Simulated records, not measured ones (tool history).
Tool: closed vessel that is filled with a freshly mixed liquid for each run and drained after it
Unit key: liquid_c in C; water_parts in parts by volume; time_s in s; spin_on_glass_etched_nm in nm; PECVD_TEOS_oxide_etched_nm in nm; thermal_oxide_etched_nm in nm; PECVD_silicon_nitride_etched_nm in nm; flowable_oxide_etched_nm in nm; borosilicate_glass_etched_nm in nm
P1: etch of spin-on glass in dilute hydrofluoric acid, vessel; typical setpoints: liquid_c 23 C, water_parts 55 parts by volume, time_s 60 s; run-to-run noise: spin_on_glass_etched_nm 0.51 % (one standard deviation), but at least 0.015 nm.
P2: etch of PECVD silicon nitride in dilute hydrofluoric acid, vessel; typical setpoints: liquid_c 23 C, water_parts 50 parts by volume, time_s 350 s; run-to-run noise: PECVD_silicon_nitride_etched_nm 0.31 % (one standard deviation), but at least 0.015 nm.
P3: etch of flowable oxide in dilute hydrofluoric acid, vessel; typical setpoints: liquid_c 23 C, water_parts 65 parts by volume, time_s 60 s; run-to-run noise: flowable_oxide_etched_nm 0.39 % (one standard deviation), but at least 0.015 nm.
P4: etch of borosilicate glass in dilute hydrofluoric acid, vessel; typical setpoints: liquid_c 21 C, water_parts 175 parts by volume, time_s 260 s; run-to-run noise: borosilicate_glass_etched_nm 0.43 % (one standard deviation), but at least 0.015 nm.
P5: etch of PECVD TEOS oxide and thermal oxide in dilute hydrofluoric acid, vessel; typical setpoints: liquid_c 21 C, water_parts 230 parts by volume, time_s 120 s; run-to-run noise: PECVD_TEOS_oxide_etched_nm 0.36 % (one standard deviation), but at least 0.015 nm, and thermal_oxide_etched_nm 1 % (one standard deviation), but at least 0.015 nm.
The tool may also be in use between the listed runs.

| run | day | process | liquid_c | water_parts | time_s | hours since the thermometer was replaced | hours since the hydrofluoric acid flow meter was replaced | spin_on_glass_etched_nm | PECVD_TEOS_oxide_etched_nm | thermal_oxide_etched_nm | PECVD_silicon_nitride_etched_nm | flowable_oxide_etched_nm | borosilicate_glass_etched_nm |
|---|---|---|---|---|---|---|---|---|---|---|---|---|---|
| 1 | 0.092 | P1 | 23 | 55 | 60 | 516 | 75.2 | 40.414 |  |  |  |  |  |
| 2 | 0.262 | P1 | 23 | 20 | 60 | 520.1 | 79.3 | 116.56 |  |  |  |  |  |
| 3 | 0.362 | P1 | 18.5 | 75 | 60 | 522.5 | 81.7 | 24.194 |  |  |  |  |  |
| 4 | 0.446 | P5 | 21 | 45 | 120 | 524.5 | 83.7 |  | 48.666 | 12.469 |  |  |  |
| 5 | 0.567 | P1 | 23 | 55 | 60 | 527.4 | 86.6 | 40.858 |  |  |  |  |  |
| 6 | 0.679 | P1 | 23 | 55 | 60 | 530.1 | 89.3 | 40.39 |  |  |  |  |  |
| 7 | 0.792 | P1 | 17 | 55 | 60 | 532.8 | 92 | 31.263 |  |  |  |  |  |
| 8 | 0.929 | P1 | 31 | 55 | 60 | 536.1 | 95.3 | 55.868 |  |  |  |  |  |
| 9 | 1.038 | P1 | 23 | 55 | 30 | 538.7 | 97.9 | 20.275 |  |  |  |  |  |
| 10 | 1.179 | P2 | 23 | 20 | 350 | 542.1 | 101.3 |  |  |  | 33.293 |  |  |
| 11 | 1.338 | P1 | 23 | 80 | 60 | 545.9 | 105.1 | 26.994 |  |  |  |  |  |
| 12 | 1.471 | P5 | 21 | 230 | 215 | 549.1 | 108.3 |  | 13.887 | 3.533 |  |  |  |
| 13 | 1.604 | P5 | 21 | 230 | 120 | 552.3 | 111.5 |  | 7.7833 | 1.9735 |  |  |  |
| 14 | 1.683 | P3 | 23 | 65 | 60 | 554.2 | 113.4 |  |  |  |  | 56.998 |  |
| 15 | 1.825 | P2 | 23 | 50 | 620 | 557.6 | 116.8 |  |  |  | 24.388 |  |  |
| 16 | 1.921 | P4 | 21 | 325 | 260 | 559.9 | 119.1 |  |  |  |  |  | 17.916 |
| 17 | 2.075 | P1 | 23 | 55 | 60 | 563.6 | 122.8 | 40.538 |  |  |  |  |  |
| 18 | 2.225 | P3 | 30 | 65 | 60 | 567.2 | 126.4 |  |  |  |  | 75.209 |  |
| 19 | 2.371 | P2 | 23 | 50 | 350 | 570.7 | 129.9 |  |  |  | 13.805 |  |  |
| 20 | 2.504 | P1 | 17 | 55 | 90 | 573.9 | 133.1 | 47.529 |  |  |  |  |  |
| 21 | 2.688 | P4 | 21 | 175 | 470 | 578.3 | 137.5 |  |  |  |  |  | 69.945 |

What will run 22 give?
| 22 | 2.867 | P2 | 18.5 | 50 | 350 | 582.6 | 141.8 |  |  |  | ? |  |  |

PECVD_silicon_nitride_etched_nm: 10 nm
